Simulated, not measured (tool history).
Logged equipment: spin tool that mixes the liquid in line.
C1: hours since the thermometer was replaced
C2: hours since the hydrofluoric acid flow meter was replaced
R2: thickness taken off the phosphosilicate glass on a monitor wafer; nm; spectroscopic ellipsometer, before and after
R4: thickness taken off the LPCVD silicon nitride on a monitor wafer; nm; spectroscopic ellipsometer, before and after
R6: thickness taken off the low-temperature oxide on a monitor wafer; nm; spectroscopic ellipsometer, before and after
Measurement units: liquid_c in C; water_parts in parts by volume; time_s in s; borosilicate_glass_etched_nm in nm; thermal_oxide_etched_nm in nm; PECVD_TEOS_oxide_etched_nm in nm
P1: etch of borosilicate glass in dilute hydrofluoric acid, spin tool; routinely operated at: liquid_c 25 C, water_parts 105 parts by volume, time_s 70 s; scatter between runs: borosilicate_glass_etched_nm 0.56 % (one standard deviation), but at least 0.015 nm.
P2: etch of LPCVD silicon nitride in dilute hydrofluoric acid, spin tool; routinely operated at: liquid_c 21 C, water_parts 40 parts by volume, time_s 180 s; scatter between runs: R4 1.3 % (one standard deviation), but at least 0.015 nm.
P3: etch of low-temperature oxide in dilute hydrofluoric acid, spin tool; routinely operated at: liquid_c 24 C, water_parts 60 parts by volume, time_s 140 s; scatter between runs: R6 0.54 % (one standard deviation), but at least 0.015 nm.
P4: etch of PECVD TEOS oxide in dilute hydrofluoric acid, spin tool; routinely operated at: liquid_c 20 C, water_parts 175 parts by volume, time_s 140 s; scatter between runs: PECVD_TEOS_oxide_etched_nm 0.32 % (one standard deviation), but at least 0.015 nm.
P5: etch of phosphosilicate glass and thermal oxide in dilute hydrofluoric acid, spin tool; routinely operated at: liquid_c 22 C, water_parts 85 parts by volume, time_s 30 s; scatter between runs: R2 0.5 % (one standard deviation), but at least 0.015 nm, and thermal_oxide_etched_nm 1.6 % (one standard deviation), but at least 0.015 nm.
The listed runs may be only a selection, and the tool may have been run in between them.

Run 1, hour 14: process P1, liquid_c 25 C, water_parts 105 parts by volume, time_s 70 s; C1 524.4; C2 360.7. Result: borosilicate_glass_etched_nm 37.81 nm.
Run 2, hour 28.5: process P1, liquid_c 25 C, water_parts 175 parts by volume, time_s 70 s; C1 538.9; C2 375.2. Result: borosilicate_glass_etched_nm 20.683 nm.
Run 3, hour 40.4: process P1, liquid_c 30 C, water_parts 45 parts by volume, time_s 70 s; C1 550.8; C2 387.1. Result: borosilicate_glass_etched_nm 116.58 nm.
Run 4, hour 54.4: process P5, liquid_c 22 C, water_parts 85 parts by volume, time_s 30 s; C1 564.8; C2 401.1. Result: R2 27.91 nm, thermal_oxide_etched_nm 1.5125 nm.
Run 5, hour 69.8: process P1, liquid_c 17 C, water_parts 105 parts by volume, time_s 70 s; C1 580.2; C2 416.5. Result: borosilicate_glass_etched_nm 27.322 nm.
Run 6, hour 77.9: process P2, liquid_c 21 C, water_parts 40 parts by volume, time_s 180 s; C1 588.3; C2 424.6. Result: R4 1.8612 nm.
Run 7, hour 87.1: process P1, liquid_c 25 C, water_parts 105 parts by volume, time_s 70 s; C1 597.5; C2 433.8. Result: borosilicate_glass_etched_nm 37.678 nm.
Run 8, hour 102.5: process P1, liquid_c 25 C, water_parts 105 parts by volume, time_s 125 s; C1 612.9; C2 449.2. Result: borosilicate_glass_etched_nm 67.574 nm.
Run 9, hour 110.4: process P1, liquid_c 25 C, water_parts 45 parts by volume, time_s 70 s; C1 620.8; C2 457.1. Result: borosilicate_glass_etched_nm 95.255 nm.
Run 10, hour 120.9: process P1, liquid_c 25 C, water_parts 105 parts by volume, time_s 70 s; C1 631.3; C2 467.6. Result: borosilicate_glass_etched_nm 37.861 nm.
Run 11, hour 132.6: process P4, liquid_c 20 C, water_parts 175 parts by volume, time_s 140 s; C1 643; C2 479.3. Result: PECVD_TEOS_oxide_etched_nm 10.722 nm.
Run 12, hour 143.5: process P1, liquid_c 25 C, water_parts 105 parts by volume, time_s 15 s; C1 653.9; C2 490.2. Result: borosilicate_glass_etched_nm 8.1013 nm.
Run 13, hour 155.8: process P5, liquid_c 22 C, water_parts 85 parts by volume, time_s 30 s; C1 666.2; C2 502.5. Result: R2 27.652 nm, thermal_oxide_etched_nm 1.5774 nm.
Run 14, hour 169.8: process P1, liquid_c 25 C, water_parts 105 parts by volume, time_s 70 s; C1 680.2; C2 516.5. Result: borosilicate_glass_etched_nm 37.606 nm.
Run 15, hour 182.9: process P3, liquid_c 18 C, water_parts 60 parts by volume, time_s 140 s; C1 693.3; C2 529.6. Result: R6 43.217 nm.
Run 16, hour 193.1: process P5, liquid_c 22 C, water_parts 85 parts by volume, time_s 15 s; C1 703.5; C2 539.8. Result: R2 13.983 nm, thermal_oxide_etched_nm 0.75807 nm.
At hour 193.6: thermometer replaced.
Run 17, hour 208.1: process P4, liquid_c 20 C, water_parts 175 parts by volume, time_s 140 s; C1 14.5; C2 554.8. Result: PECVD_TEOS_oxide_etched_nm 10.694 nm.
Run 18, hour 216.9: process P5, liquid_c 26.5 C, water_parts 85 parts by volume, time_s 30 s; C1 23.3; C2 563.6. Result: R2 33.322 nm, thermal_oxide_etched_nm 1.8138 nm.
Run 19, hour 226.2: process P2, liquid_c 21 C, water_parts 40 parts by volume, time_s 360 s; C1 32.6; C2 572.9. Result: R4 3.6877 nm.
Run 20, hour 237.8: process P3, liquid_c 24 C, water_parts 60 parts by volume, time_s 140 s; C1 44.2; C2 584.5. Result: R6 55.582 nm.
Run 21, hour 249.6: process P3, liquid_c 24 C, water_parts 60 parts by volume, time_s 15 s; C1 56; C2 596.3. Result: R6 5.8999 nm.
Run 22, hour 263.9: process P4, liquid_c 20 C, water_parts 300 parts by volume, time_s 140 s; C1 70.3; C2 610.6. Result: PECVD_TEOS_oxide_etched_nm 5.5245 nm.
Run 23, hour 274.9: process P4, liquid_c 26.5 C, water_parts 175 parts by volume, time_s 140 s; C1 81.3; C2 621.6. Result: PECVD_TEOS_oxide_etched_nm 13.665 nm.
Run 24, hour 286.1: process P4, liquid_c 20 C, water_parts 175 parts by volume, time_s 270 s; C1 92.5; C2 632.8. Result: PECVD_TEOS_oxide_etched_nm 20.51 nm.
Run 25, hour 294.9: process P2, liquid_c 21 C, water_parts 20 parts by volume, time_s 180 s; C1 101.3; C2 641.6. Result: R4 3.629 nm.
Run 26, hour 303.9: process P2, liquid_c 25.5 C, water_parts 40 parts by volume, time_s 180 s; C1 110.3; C2 650.6. Result: R4 2.5689 nm.
Run 27, hour 315: process P5, liquid_c 22 C, water_parts 50 parts by volume, time_s 30 s; C1 121.4; C2 661.7. Result: R2 49.54 nm, thermal_oxide_etched_nm 2.6732 nm.
Run 28, hour 323.9: process P1, liquid_c 33 C, water_parts 105 parts by volume, time_s 70 s; C1 130.3; C2 670.6. Result: borosilicate_glass_etched_nm 50.632 nm.
Run 29, hour 337.1: process P1, liquid_c 25 C, water_parts 105 parts by volume, time_s 70 s; C1 143.5; C2 683.8. Result: borosilicate_glass_etched_nm 37.931 nm.
Run 30, hour 352.9: process P3, liquid_c 24 C, water_parts 85 parts by volume, time_s 140 s; C1 159.3; C2 699.6. Result: R6 38.102 nm.
Run 31, hour 359.8: process P1, liquid_c 25 C, water_parts 105 parts by volume, time_s 70 s; C1 166.2; C2 706.5. Result: borosilicate_glass_etched_nm 38.141 nm.
Run 32, hour 366.7: process P1, liquid_c 25 C, water_parts 105 parts by volume, time_s 70 s; C1 173.1; C2 713.4. Result: borosilicate_glass_etched_nm 37.016 nm.
Run 33, hour 380.1: process P1, liquid_c 25 C, water_parts 105 parts by volume, time_s 70 s; C1 186.5; C2 726.8. Result: borosilicate_glass_etched_nm 36.678 nm.
Run 34, hour 388: process P1, liquid_c 25 C, water_parts 105 parts by volume, time_s 70 s; C1 194.4; C2 734.7. Result: borosilicate_glass_etched_nm 35.938 nm.
Run 35, hour 399: process P1, liquid_c 25 C, water_parts 105 parts by volume, time_s 70 s; C1 205.4; C2 745.7. Result: borosilicate_glass_etched_nm 35.958 nm.
Run 36, hour 412.3: process P1, liquid_c 25 C, water_parts 105 parts by volume, time_s 70 s; C1 218.7; C2 759. Result: borosilicate_glass_etched_nm 35.672 nm.
Run 37, hour 427.6: process P1, liquid_c 25 C, water_parts 105 parts by volume, time_s 70 s; C1 234; C2 774.3. Result: borosilicate_glass_etched_nm 35.362 nm.
Run 38, hour 437.9: process P1, liquid_c 25 C, water_parts 105 parts by volume, time_s 70 s; C1 244.3; C2 784.6. Result: borosilicate_glass_etched_nm 35.338 nm.
Run 39, hour 446.5: process P1, liquid_c 25 C, water_parts 105 parts by volume, time_s 70 s; C1 252.9; C2 793.2. Result: borosilicate_glass_etched_nm 35.641 nm.
Run 40, hour 453.6: process P1, liquid_c 25 C, water_parts 105 parts by volume, time_s 70 s; C1 260; C2 800.3. Result: borosilicate_glass_etched_nm 35.349 nm.
Run 41, hour 468.7: process P1, liquid_c 25 C, water_parts 105 parts by volume, time_s 70 s; C1 275.1; C2 815.4. Result: borosilicate_glass_etched_nm 35.722 nm.

P1 no longer gives what it gave before; its output has crept away from where it was. The following 2 causes, each at its listed size, fit the log equally well:
A: liquid colder than its thermometer reads (K) = 1.63
B: hydrofluoric acid flow below the setpoint (%) = 5.48
The onset of the drift is placed at about hour 359.8.

4 check runs are offered, each on 5 wafers whose results are averaged, their results left as question marks. Which one tells the causes apart?
Run check 1, hour 483.8: process P4, liquid_c 20 C, water_parts 175 parts by volume, time_s 140 s. Result: PECVD_TEOS_oxide_etched_nm ?.
Run check 2, hour 483.8: process P5, liquid_c 22 C, water_parts 85 parts by volume, time_s 30 s. Result: R2 ?, thermal_oxide_etched_nm ?.
Run check 3, hour 483.8: process P3, liquid_c 24 C, water_parts 60 parts by volume, time_s 140 s. Result: R6 ?.
Run check 4, hour 483.8: process P2, liquid_c 21 C, water_parts 40 parts by volume, time_s 180 s. Result: R4 ?.

Predicted outcomes, by check and by cause:
  check                      result    if A    if B
check 1  PECVD_TEOS_oxide_etched_nm  10.006  9.9844
check 2                          R2  26.061  26.182
check 2     thermal_oxide_etched_nm  1.4214   1.428
check 3                          R6  52.078  52.395
check 4                          R4  1.6587  1.7592
Smallest distance between any two causes, each pair judged by its most separating result, in per cent: check 1 0.21 %; check 2 0.47 %; check 3 0.61 %; check 4 5.89 %
The other checks would show nearly matching results whichever cause is true, so check 4 is the only one that separates the causes.

Check 4 was then run and gave: R4 1.6554 nm. Which cause is it?

Of the candidate causes, it is A: liquid colder than its thermometer reads (K).
